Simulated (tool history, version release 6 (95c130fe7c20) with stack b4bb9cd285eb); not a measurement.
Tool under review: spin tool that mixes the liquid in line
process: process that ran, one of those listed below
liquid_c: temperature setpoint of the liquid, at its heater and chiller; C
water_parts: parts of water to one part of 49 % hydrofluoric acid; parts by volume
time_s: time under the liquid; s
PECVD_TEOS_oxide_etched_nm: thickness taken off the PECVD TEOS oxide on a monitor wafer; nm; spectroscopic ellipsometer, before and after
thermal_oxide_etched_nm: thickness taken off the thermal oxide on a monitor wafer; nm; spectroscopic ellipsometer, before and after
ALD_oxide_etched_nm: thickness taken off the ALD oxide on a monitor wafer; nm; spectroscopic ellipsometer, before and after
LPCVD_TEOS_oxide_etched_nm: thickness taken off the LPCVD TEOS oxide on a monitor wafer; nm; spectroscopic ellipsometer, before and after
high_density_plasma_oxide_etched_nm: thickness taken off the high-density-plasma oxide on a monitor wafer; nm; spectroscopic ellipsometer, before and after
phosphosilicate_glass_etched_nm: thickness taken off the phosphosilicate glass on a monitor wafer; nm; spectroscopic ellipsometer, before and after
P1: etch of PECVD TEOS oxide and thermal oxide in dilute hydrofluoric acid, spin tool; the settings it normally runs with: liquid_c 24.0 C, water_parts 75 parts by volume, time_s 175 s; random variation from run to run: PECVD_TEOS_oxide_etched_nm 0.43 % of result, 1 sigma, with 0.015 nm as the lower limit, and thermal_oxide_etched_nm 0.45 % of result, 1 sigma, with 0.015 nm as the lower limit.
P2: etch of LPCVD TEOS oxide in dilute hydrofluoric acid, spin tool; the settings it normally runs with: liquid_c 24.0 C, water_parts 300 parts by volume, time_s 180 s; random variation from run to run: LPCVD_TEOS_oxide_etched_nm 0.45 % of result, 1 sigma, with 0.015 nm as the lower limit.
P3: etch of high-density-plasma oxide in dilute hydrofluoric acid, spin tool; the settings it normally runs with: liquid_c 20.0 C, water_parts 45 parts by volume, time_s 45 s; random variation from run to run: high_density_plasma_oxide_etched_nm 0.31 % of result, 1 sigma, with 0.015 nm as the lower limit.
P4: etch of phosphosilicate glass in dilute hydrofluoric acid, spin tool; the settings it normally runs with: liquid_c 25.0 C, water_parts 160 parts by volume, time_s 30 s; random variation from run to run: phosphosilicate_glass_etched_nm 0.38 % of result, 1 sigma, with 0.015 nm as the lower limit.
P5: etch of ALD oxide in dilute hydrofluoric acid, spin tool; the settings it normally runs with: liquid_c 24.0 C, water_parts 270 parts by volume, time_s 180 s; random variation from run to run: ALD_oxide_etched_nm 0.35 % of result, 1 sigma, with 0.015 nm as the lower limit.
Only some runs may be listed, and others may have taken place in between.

| run | day | process | liquid_c | water_parts | time_s | hours since the thermometer was replaced | hours since the hydrofluoric acid flow meter was replaced | PECVD_TEOS_oxide_etched_nm | thermal_oxide_etched_nm | ALD_oxide_etched_nm | LPCVD_TEOS_oxide_etched_nm | high_density_plasma_oxide_etched_nm | phosphosilicate_glass_etched_nm |
|---|---|---|---|---|---|---|---|---|---|---|---|---|---|
| 1 | 0.583 | P1 | 24.0 | 75 | 175 | 216.1 | 103.5 | 34.007 | 11.2750 |  |  |  |  |
| 2 | 1.100 | P5 | 24.0 | 270 | 280 | 228.5 | 115.9 |  |  | 11.8050 |  |  |  |
| 3 | 1.417 | P2 | 24.0 | 300 | 180 | 236.1 | 123.5 |  |  |  | 8.03360 |  |  |
| 4 | 1.792 | P1 | 32.5 | 75 | 175 | 245.1 | 132.5 | 47.466 | 15.8260 |  |  |  |  |
| 5 | 2.192 | P1 | 24.0 | 75 | 350 | 254.7 | 142.1 | 68.087 | 22.5130 |  |  |  |  |
| 6 | 2.738 | P5 | 24.0 | 270 | 180 | 267.8 | 155.2 |  |  | 7.6053 |  |  |  |
| 7 | 3.283 | P1 | 24.0 | 75 | 175 | 280.9 | 168.3 | 33.871 | 11.2660 |  |  |  |  |
| 8 | 3.783 | P3 | 20.0 | 45 | 45 | 292.9 | 180.3 |  |  |  |  | 8.1991 |  |
| 9 | 4.338 | P2 | 17.0 | 300 | 180 | 306.2 | 193.6 |  |  |  | 6.20050 |  |  |
| 10 | 4.625 | P5 | 24.0 | 60 | 180 | 313.1 | 200.5 |  |  | 43.3000 |  |  |  |
| 11 | 5.117 | P1 | 24.0 | 35 | 175 | 324.9 | 212.3 | 76.603 | 25.6900 |  |  |  |  |
| 12 | 5.433 | P4 | 25.0 | 90 | 30 | 332.5 | 219.9 |  |  |  |  |  | 24.2570 |
| 13 | 5.742 | P4 | 17.5 | 160 | 30 | 339.9 | 227.3 |  |  |  |  |  | 9.3139 |
| 14 | 6.171 | P2 | 24.0 | 540 | 180 | 350.2 | 237.6 |  |  |  | 3.57510 |  |  |
| 15 | 6.542 | P3 | 20.0 | 45 | 45 | 359.1 | 246.5 |  |  |  |  | 8.1933 |  |
| 16 | 6.883 | P3 | 24.5 | 45 | 45 | 367.3 | 254.7 |  |  |  |  | 9.8966 |  |
| 17 | 7.467 | P5 | 17.5 | 270 | 180 | 381.3 | 268.7 |  |  | 5.9854 |  |  |  |
| 18 | 7.779 | P3 | 20.0 | 70 | 45 | 388.8 | 276.2 |  |  |  |  | 5.1080 |  |
| 19 | 8.383 | P1 | 24.0 | 75 | 175 | 403.3 | 290.7 | 34.291 | 11.4270 |  |  |  |  |
| 20 | 8.950 | P1 | 28.5 | 20 | 175 | 416.9 | 304.3 | 165.150 | 54.5750 |  |  |  |  |
| 21 | 9.488 | P1 | 24.0 | 50 | 255 | 429.8 | 317.2 | 76.427 | 25.5120 |  |  |  |  |
| 22 | 9.862 | P4 | 25.0 | 160 | 15 | 438.8 | 326.2 |  |  |  |  |  | 6.2754 |
| 23 | 10.162 | P1 | 24.0 | 75 | 90 | 446.0 | 333.4 | 17.441 | 5.8098 |  |  |  |  |
| 24 | 10.688 | P1 | 24.0 | 75 | 175 | 458.6 | 346.0 | 33.945 | 11.3240 |  |  |  |  |
| 25 | 11.054 | P2 | 24.0 | 300 | 15 | 467.4 | 354.8 |  |  |  | 0.65878 |  |  |
| 26 | 11.375 | P4 | 25.0 | 160 | 30 | 475.1 | 362.5 |  |  |  |  |  | 12.5720 |
| 27 | 11.733 | P4 | 25.0 | 160 | 30 | 483.7 | 371.1 |  |  |  |  |  | 12.4760 |
| 28 | 12.346 | P1 | 17.0 | 75 | 175 | 498.4 | 385.8 | 25.707 | 8.4890 |  |  |  |  |
| 29 | 12.942 | P1 | 24.0 | 140 | 175 | 512.7 | 400.1 | 16.808 | 5.5974 |  |  |  |  |
| 30 | 13.333 | P3 | 20.0 | 45 | 80 | 522.1 | 409.5 |  |  |  |  | 14.6540 |  |
| 31 | 13.671 | P1 | 24.0 | 75 | 175 | 530.2 | 417.6 | 33.877 | 11.3170 |  |  |  |  |
| 32 | 14.188 | P1 | 24.0 | 75 | 175 | 542.6 | 430.0 | 32.804 | 11.0200 |  |  |  |  |
| 33 | 14.467 | P1 | 24.0 | 75 | 175 | 549.3 | 436.7 | 32.852 | 10.9760 |  |  |  |  |
| 34 | 14.729 | P1 | 24.0 | 75 | 175 | 555.6 | 443.0 | 32.560 | 10.9000 |  |  |  |  |
| 35 | 15.104 | P1 | 24.0 | 75 | 175 | 564.6 | 452.0 | 32.162 | 10.8410 |  |  |  |  |
| 36 | 15.400 | P1 | 24.0 | 75 | 175 | 571.7 | 459.1 | 32.329 | 10.7890 |  |  |  |  |
| 37 | 15.992 | P1 | 24.0 | 75 | 175 | 585.9 | 473.3 | 32.103 | 10.6730 |  |  |  |  |
| 38 | 16.567 | P1 | 24.0 | 75 | 175 | 599.7 | 487.1 | 32.070 | 10.6290 |  |  |  |  |
| 39 | 16.962 | P1 | 24.0 | 75 | 175 | 609.2 | 496.6 | 31.850 | 10.6310 |  |  |  |  |
| 40 | 17.438 | P1 | 24.0 | 75 | 175 | 620.6 | 508.0 | 31.944 | 10.6540 |  |  |  |  |
| 41 | 17.767 | P1 | 24.0 | 75 | 175 | 628.5 | 515.9 | 31.929 | 10.6230 |  |  |  |  |

P1 has crept away from where it was. The log is fitted equally well by each of these 2 causes, at the sizes shown:
A: hydrofluoric acid flow below the setpoint (%) = 5.46
B: liquid colder than its thermometer reads (K) = 1.52
Onset of the creep was near day 13.671.

Which of the check runs below tells the causes apart, meaning the causes would give it clearly different results? Each run uses 2 wafers whose results are averaged, and each result is shown as a question mark.
| check 1 | 18.096 | P4 | 25.0 | 115 | 30 |  |  |  |  |  |  |  | ? |
| check 2 | 18.096 | P2 | 24.0 | 465 | 180 |  |  |  |  |  | ? |  |  |
| check 3 | 18.096 | P5 | 18.5 | 110 | 180 |  |  |  |  | ? |  |  |  |
| check 4 | 18.096 | P3 | 20.0 | 70 | 75 |  |  |  |  |  |  | ? |  |

What each check would give under each cause:
| check | result | if A | if B |
|---|---|---|---|
| check 1 | phosphosilicate_glass_etched_nm | 17.2960 | 17.3790 |
| check 2 | LPCVD_TEOS_oxide_etched_nm | 4.11110 | 4.23640 |
| check 3 | ALD_oxide_etched_nm | 16.6810 | 16.6720 |
| check 4 | high_density_plasma_oxide_etched_nm | 8.0332 | 8.0071 |
Per-check spread between the two closest causes, in the result where they differ most: check 1 0.48 %; check 2 3 %; check 3 0.05 %; check 4 0.33 %
Check 2 tells the causes apart: in the others they would give nearly the same result.

The results of check 2 are: LPCVD_TEOS_oxide_etched_nm 4.12650 nm. Based on these, which of the listed causes is it?

Of the candidate causes, it is A: hydrofluoric acid flow below the setpoint (%).
